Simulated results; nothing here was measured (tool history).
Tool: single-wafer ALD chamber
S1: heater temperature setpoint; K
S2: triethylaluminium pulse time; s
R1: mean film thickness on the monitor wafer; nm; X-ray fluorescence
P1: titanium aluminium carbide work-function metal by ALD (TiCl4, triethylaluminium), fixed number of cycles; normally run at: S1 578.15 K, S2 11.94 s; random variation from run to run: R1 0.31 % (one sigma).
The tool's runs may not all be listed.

Run 1, day 0.221: S1 578.15 K, S2 11.94 s. Result: R1 2.0642 nm.
Run 2, day 0.442: S1 578.15 K, S2 11.94 s. Result: R1 2.0484 nm.
Run 3, day 0.617: S1 578.15 K, S2 11.94 s. Result: R1 2.0531 nm.
Run 4, day 0.929: S1 578.15 K, S2 5.26 s. Result: R1 1.7520 nm.
Run 5, day 1.142: S1 557.15 K, S2 11.94 s. Result: R1 1.8761 nm.
At day 1.292: thermocouple changed; heater temperature recalibrated.
Run 6, day 1.475: S1 578.15 K, S2 11.94 s. Result: R1 2.0672 nm.
Run 7, day 1.742: S1 602.15 K, S2 11.94 s. Result: R1 2.2837 nm.
Run 8, day 2.017: S1 566.15 K, S2 18.69 s. Result: R1 1.9793 nm.
Run 9, day 2.250: S1 578.15 K, S2 16.26 s. Result: R1 2.0928 nm.
Run 10, day 2.546: S1 562.15 K, S2 18.02 s. Result: R1 1.9437 nm.
Run 11, day 2.804: S1 578.15 K, S2 11.94 s. Result: R1 2.0482 nm.
Run 12, day 2.988: S1 565.15 K, S2 7.04 s. Result: R1 1.8054 nm.
Run 13, day 3.288: S1 578.15 K, S2 11.94 s. Result: R1 2.0585 nm.
Run 14, day 3.567: S1 578.15 K, S2 11.94 s. Result: R1 2.0375 nm.
Run 15, day 3.742: S1 578.15 K, S2 11.94 s. Result: R1 2.0351 nm.

The next listed run, before its measurement:
Run 16, day 3.925: S1 578.15 K, S2 11.94 s. Result: R1 ?.

{"run 16": {"R1": 2.0254}}
